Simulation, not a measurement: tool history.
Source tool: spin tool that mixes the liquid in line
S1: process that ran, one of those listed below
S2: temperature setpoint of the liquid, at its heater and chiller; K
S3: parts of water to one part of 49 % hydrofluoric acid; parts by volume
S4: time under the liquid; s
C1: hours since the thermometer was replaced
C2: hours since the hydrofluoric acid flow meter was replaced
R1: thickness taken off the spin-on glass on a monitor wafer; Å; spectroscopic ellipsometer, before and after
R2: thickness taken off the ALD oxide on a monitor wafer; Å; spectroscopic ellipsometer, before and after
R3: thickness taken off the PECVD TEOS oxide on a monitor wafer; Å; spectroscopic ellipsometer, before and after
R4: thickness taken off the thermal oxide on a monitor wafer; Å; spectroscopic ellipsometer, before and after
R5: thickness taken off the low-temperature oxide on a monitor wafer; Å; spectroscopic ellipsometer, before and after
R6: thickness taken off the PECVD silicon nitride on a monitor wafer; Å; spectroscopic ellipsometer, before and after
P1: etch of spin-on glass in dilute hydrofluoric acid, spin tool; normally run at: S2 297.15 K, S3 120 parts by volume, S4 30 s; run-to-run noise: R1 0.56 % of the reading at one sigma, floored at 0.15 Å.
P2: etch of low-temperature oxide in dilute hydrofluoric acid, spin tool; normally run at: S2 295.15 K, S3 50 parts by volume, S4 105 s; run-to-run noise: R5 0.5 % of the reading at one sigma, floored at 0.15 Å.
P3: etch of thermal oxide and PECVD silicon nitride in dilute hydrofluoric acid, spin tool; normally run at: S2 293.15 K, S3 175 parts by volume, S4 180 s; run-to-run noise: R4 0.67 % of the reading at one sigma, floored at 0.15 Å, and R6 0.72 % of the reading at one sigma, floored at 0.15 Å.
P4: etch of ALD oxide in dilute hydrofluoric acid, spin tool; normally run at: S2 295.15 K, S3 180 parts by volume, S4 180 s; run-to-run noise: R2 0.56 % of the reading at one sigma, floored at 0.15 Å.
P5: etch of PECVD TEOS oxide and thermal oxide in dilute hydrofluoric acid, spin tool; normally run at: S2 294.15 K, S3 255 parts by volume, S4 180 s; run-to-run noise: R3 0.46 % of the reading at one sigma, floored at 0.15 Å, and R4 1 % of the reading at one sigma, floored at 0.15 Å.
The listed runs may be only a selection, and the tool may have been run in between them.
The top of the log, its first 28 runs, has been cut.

| run | hour | S1 | S2 | S3 | S4 | C1 | C2 | R1 | R2 | R3 | R4 | R5 | R6 |
|---|---|---|---|---|---|---|---|---|---|---|---|---|---|
| 29 | 347 | P4 | 295.15 | 180 | 180 | 786.7 | 2191.6 |  | 180.26 |  |  |  |  |
| 30 | 360.4 | P1 | 290.15 | 120 | 30 | 800.1 | 2205 | 74.025 |  |  |  |  |  |
| 31 | 370.4 | P3 | 293.15 | 275 | 180 | 810.1 | 2215 |  |  |  | 22.384 |  | 20.462 |
| 32 | 382 | P1 | 297.15 | 120 | 30 | 821.7 | 2226.6 | 97.207 |  |  |  |  |  |
| 33 | 395.2 | P1 | 297.15 | 200 | 30 | 834.9 | 2239.8 | 53.291 |  |  |  |  |  |
| 34 | 410.3 | P1 | 297.15 | 120 | 30 | 850 | 2254.9 | 97.182 |  |  |  |  |  |
| 35 | 424.3 | P1 | 297.15 | 120 | 30 | 864 | 2268.9 | 96.682 |  |  |  |  |  |
| 36 | 437.2 | P1 | 297.15 | 120 | 30 | 876.9 | 2281.8 | 95.168 |  |  |  |  |  |
| 37 | 453.9 | P1 | 297.15 | 120 | 30 | 893.6 | 2298.5 | 91.764 |  |  |  |  |  |
| 38 | 463.8 | P1 | 297.15 | 120 | 30 | 903.5 | 2308.4 | 91.205 |  |  |  |  |  |
| 39 | 480.1 | P1 | 297.15 | 120 | 30 | 919.8 | 2324.7 | 90.693 |  |  |  |  |  |

Predict the results of run 40:
| 40 | 490.3 | P1 | 297.15 | 120 | 30 | 930 | 2334.9 | ? |  |  |  |  |  |

Run 40 came out at R1 90.98 Å.
